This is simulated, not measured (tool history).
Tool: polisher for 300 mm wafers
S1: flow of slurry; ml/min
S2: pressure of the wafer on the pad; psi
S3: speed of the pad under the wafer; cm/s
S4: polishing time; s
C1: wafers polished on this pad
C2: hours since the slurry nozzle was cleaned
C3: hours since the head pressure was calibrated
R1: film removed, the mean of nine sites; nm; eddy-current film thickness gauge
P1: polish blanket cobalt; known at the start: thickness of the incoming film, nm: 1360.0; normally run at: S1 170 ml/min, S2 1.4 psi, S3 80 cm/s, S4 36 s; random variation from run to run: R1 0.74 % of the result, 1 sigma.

Run 1, hour 10.4: S1 170 ml/min, S2 1.4 psi, S3 80 cm/s, S4 36 s; C1 339; C2 254.5; C3 445.5. Result: R1 93.073 nm.
Run 2, hour 17.5: S1 170 ml/min, S2 1.4 psi, S3 80 cm/s, S4 36 s; C1 424; C2 261.6; C3 452.6. Result: R1 91.803 nm.
Run 3, hour 27.4: S1 170 ml/min, S2 1.4 psi, S3 38 cm/s, S4 36 s; C1 542; C2 271.5; C3 462.5. Result: R1 43.7 nm.
Run 4, hour 36.1: S1 170 ml/min, S2 1.4 psi, S3 126 cm/s, S4 36 s; C1 645; C2 280.2; C3 471.2. Result: R1 143.03 nm.
Run 5, hour 42.7: S1 170 ml/min, S2 1.4 psi, S3 116 cm/s, S4 25 s; C1 724; C2 286.8; C3 477.8. Result: R1 93.307 nm.
Run 6, hour 54: S1 170 ml/min, S2 1.8 psi, S3 80 cm/s, S4 36 s; C1 858; C2 298.1; C3 489.1. Result: R1 118.62 nm.
Run 7, hour 62.9: S1 170 ml/min, S2 1.4 psi, S3 80 cm/s, S4 36 s; C1 964; C2 307; C3 498. Result: R1 92.397 nm.
Run 8, hour 72.6: S1 170 ml/min, S2 1.4 psi, S3 80 cm/s, S4 36 s; C1 1080; C2 316.7; C3 507.7. Result: R1 93.329 nm.
Run 9, hour 85: S1 170 ml/min, S2 1.4 psi, S3 80 cm/s, S4 48 s; C1 1228; C2 329.1; C3 520.1. Result: R1 121.74 nm.
Run 10, hour 91.9: S1 170 ml/min, S2 1.4 psi, S3 80 cm/s, S4 16 s; C1 1310; C2 336; C3 527. Result: R1 40.446 nm.
Run 11, hour 97.4: S1 100 ml/min, S2 1.4 psi, S3 80 cm/s, S4 36 s; C1 1375; C2 341.5; C3 532.5. Result: R1 82.855 nm.
Run 12, hour 105.1: S1 225 ml/min, S2 1.4 psi, S3 80 cm/s, S4 36 s; C1 1467; C2 349.2; C3 540.2. Result: R1 95.442 nm.
Run 13, hour 113.5: S1 130 ml/min, S2 1.4 psi, S3 116 cm/s, S4 36 s; C1 1567; C2 357.6; C3 548.6. Result: R1 127.34 nm.
At hour 117: head pressure recalibrated.
Run 14, hour 123.9: S1 170 ml/min, S2 1 psi, S3 80 cm/s, S4 36 s; C1 1691; C2 368; C3 7. Result: R1 65.515 nm.
Run 15, hour 130.4: S1 170 ml/min, S2 1.4 psi, S3 80 cm/s, S4 36 s; C1 1768; C2 374.5; C3 13.5. Result: R1 91.492 nm.
Run 16, hour 135.8: S1 170 ml/min, S2 1.4 psi, S3 80 cm/s, S4 36 s; C1 1833; C2 379.9; C3 18.9. Result: R1 90.437 nm.
Run 17, hour 145.5: S1 170 ml/min, S2 1.4 psi, S3 80 cm/s, S4 36 s; C1 1948; C2 389.6; C3 28.6. Result: R1 88.821 nm.
Run 18, hour 153.4: S1 170 ml/min, S2 1.4 psi, S3 80 cm/s, S4 36 s; C1 2042; C2 397.5; C3 36.5. Result: R1 86.223 nm.
Run 19, hour 162.6: S1 170 ml/min, S2 1.4 psi, S3 80 cm/s, S4 36 s; C1 2152; C2 406.7; C3 45.7. Result: R1 84.888 nm.
At hour 168.8: head pressure recalibrated.
Run 20, hour 174.9: S1 170 ml/min, S2 1.4 psi, S3 80 cm/s, S4 36 s; C1 2298; C2 419; C3 6.1. Result: R1 86.429 nm.
Run 21, hour 182: S1 170 ml/min, S2 1.4 psi, S3 80 cm/s, S4 36 s; C1 2383; C2 426.1; C3 13.2. Result: R1 85.295 nm.
Run 22, hour 190.4: S1 170 ml/min, S2 1.4 psi, S3 80 cm/s, S4 36 s; C1 2483; C2 434.5; C3 21.6. Result: R1 84.769 nm.
Run 23, hour 197.8: S1 170 ml/min, S2 1.4 psi, S3 80 cm/s, S4 36 s; C1 2571; C2 441.9; C3 29. Result: R1 84.195 nm.

What P1 gives has crept away from where it was. These 2 causes fit the log equally well, each at the size given:
A: removal rate lost through wear of the pad, % = 7.77
B: slurry flow missing at the pad, % = 34.9
The creep began at about hour 130.4.
Why every other cause is out:
head's pressure below its setpoint, %: serviced at hour 168.8, which brought nothing back

4 check runs are offered, each on 3 wafers whose results are averaged, their results left as question marks. Which one tells the causes apart?
Run check 1, hour 205.2: S1 170 ml/min, S2 1 psi, S3 80 cm/s, S4 24 s. Result: R1 ?.
Run check 2, hour 205.2: S1 170 ml/min, S2 1.4 psi, S3 40 cm/s, S4 36 s. Result: R1 ?.
Run check 3, hour 205.2: S1 115 ml/min, S2 1.4 psi, S3 80 cm/s, S4 26 s. Result: R1 ?.
Run check 4, hour 205.2: S1 170 ml/min, S2 1.4 psi, S3 122 cm/s, S4 23 s. Result: R1 ?.

What each check would give under each cause:
  check  result    if A    if B
check 1      R1  40.322  40.323
check 2      R1  42.338  42.339
check 3      R1   56.89  55.005
check 4      R1    82.5  82.502
How far apart the two closest causes lie, in the result that separates them most: check 1 0 %; check 2 0 %; check 3 3.37 %; check 4 0 %
Only check 3 tells the causes apart: in the others they would give nearly the same result.

Then check 3 was run and gave: R1 56.728 nm. Which cause is it?

It is A: removal rate lost through wear of the pad, %.
